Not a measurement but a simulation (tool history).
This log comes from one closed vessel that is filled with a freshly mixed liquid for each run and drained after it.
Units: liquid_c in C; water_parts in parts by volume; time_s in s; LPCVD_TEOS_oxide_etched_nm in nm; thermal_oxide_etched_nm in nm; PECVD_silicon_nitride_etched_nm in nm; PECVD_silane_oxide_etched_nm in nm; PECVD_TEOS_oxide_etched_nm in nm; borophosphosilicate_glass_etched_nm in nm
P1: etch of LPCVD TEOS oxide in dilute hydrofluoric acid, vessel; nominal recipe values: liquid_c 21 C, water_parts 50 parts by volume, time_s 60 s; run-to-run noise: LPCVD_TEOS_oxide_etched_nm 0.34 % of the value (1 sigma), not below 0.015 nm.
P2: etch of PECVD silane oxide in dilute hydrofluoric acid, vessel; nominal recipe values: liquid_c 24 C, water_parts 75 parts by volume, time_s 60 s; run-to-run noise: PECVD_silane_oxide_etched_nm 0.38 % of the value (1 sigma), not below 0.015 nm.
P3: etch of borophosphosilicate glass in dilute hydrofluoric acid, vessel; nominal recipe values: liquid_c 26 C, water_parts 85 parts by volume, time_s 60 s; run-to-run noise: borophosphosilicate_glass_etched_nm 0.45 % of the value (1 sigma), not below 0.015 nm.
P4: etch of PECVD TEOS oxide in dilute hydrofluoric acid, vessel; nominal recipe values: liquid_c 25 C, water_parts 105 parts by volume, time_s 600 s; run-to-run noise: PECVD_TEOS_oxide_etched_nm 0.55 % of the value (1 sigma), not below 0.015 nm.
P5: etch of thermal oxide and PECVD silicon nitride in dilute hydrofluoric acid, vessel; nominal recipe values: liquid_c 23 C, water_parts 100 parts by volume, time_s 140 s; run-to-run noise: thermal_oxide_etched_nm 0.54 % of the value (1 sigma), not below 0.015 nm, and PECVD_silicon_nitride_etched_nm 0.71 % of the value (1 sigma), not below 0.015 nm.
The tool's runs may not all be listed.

run	day	process	liquid_c	water_parts	time_s	hours since the thermometer was replaced	hours since the hydrofluoric acid flow meter was replaced	LPCVD_TEOS_oxide_etched_nm	thermal_oxide_etched_nm	PECVD_silicon_nitride_etched_nm	PECVD_silane_oxide_etched_nm	PECVD_TEOS_oxide_etched_nm	borophosphosilicate_glass_etched_nm
1	0.575	P1	21	50	60	800.7	991.6	37.879					
2	1.196	P5	31	100	140	815.6	1006.5		9.428	4.8236			
3	1.783	P1	21	50	60	829.7	1020.6	38.1					
4	2.121	P2	24	75	30	837.8	1028.7				15.064		
5	2.533	P4	18.5	105	600	847.7	1038.6					37.36	
6	2.996	P3	26	85	30	858.8	1049.7						11.794
7	3.471	P1	21	50	30	870.2	1061.1	19.094					
8	4.133	P1	21	50	60	886.1	1077	37.913					
9	4.475	P3	26	25	60	894.3	1085.2						86.646
10	4.883	P1	21	50	60	904.1	1095	38.124					
11	5.192	P1	21	20	60	911.5	1102.4	98.158					
12	5.679	P4	25	105	600	923.2	1114.1					48.613	
13	5.992	P2	24	75	60	930.7	1121.6				30.126		
# day 6.217: thermometer replaced
14	6.396	P5	23	100	140	4.4	1131.3		6.966	2.8746			
15	6.946	P3	22	85	60	17.6	1144.5						20.18
16	7.533	P1	21	20	100	31.7	1158.6	164.56					
17	8.083	P5	23	25	140	44.9	1171.8		30.301	10.986			
18	8.658	P1	21	50	60	58.7	1185.6	38.077					
19	9.238	P1	21	50	60	72.6	1199.5	37.786					
20	9.921	P1	21	50	110	89	1215.9	70.087					
21	10.625	P1	17	50	60	105.9	1232.8	31.889					
22	11.008	P2	24	45	60	115.1	1242				52.355		
23	11.333	P4	25	185	600	122.9	1249.8					24.991	
24	12.004	P1	17	30	60	139	1265.9	54.439					
25	12.329	P4	25	105	170	146.8	1273.7					13.664	
26	12.821	P5	23	100	280	158.6	1285.5		13.918	5.7847			
27	13.329	P3	26	85	60	170.8	1297.7						23.687
28	13.892	P1	25.5	50	60	184.3	1311.2	45.886					
29	14.2	P4	25	105	600	191.7	1318.6					48.833	
30	14.812	P2	17	75	60	206.4	1333.3				22.444		
31	15.438	P1	17	50	30	221.4	1348.3	16.03					
32	16.012	P1	21	80	60	235.2	1362.1	22.92					
33	16.425	P1	21	50	60	245.1	1372	38.016					
34	16.767	P1	21	50	60	253.3	1380.2	36.921					
35	17.217	P1	21	50	60	264.1	1391	36.482					
36	17.904	P1	21	50	60	280.6	1407.5	35.745					
37	18.508	P1	21	50	60	295.1	1422	35.727					
38	19.046	P1	21	50	60	308	1434.9	35.208					
39	19.479	P1	21	50	60	318.4	1445.3	35.381					
40	19.862	P1	21	50	60	327.6	1454.5	35.364					
41	20.575	P1	21	50	60	344.7	1471.6	35.433					

The log shows P1 creeping away from where it was. Any of the 2 causes listed here, at the size stated for it, fits the log just as well as the others:
A: hydrofluoric acid flow below the setpoint (%) = 6.76
B: liquid colder than its thermometer reads (K) = 1.76
The drift started at roughly day 16.425.

The list below offers 4 check runs, each averaging the results of 2 wafers, and shows each result as a question mark. For which of them would the listed causes give clearly different results?
check 1	21.288	P3	26	35	60								?
check 2	21.288	P4	20	105	600							?	
check 3	21.288	P5	28.5	100	140				?	?			
check 4	21.288	P2	17	75	60						?		

Predicted outcomes, by check and by cause:
check	result	if A	if B
check 1	borophosphosilicate_glass_etched_nm	56.807	56.861
check 2	PECVD_TEOS_oxide_etched_nm	36.765	36.976
check 3	thermal_oxide_etched_nm	7.9487	8.0477
check 3	PECVD_silicon_nitride_etched_nm	3.8103	3.6517
check 4	PECVD_silane_oxide_etched_nm	20.834	20.833
How far apart the two closest causes lie, in the result that separates them most: check 1 0.09 %; check 2 0.57 %; check 3 4.25 %; check 4 0 %
Only check 3 tells the causes apart: in the others they would give nearly the same result.

Check 3 was carried out, with these results: thermal_oxide_etched_nm 8.0051 nm; PECVD_silicon_nitride_etched_nm 3.64 nm. Which of the listed causes is responsible?

Of the candidate causes, it is B: liquid colder than its thermometer reads (K).
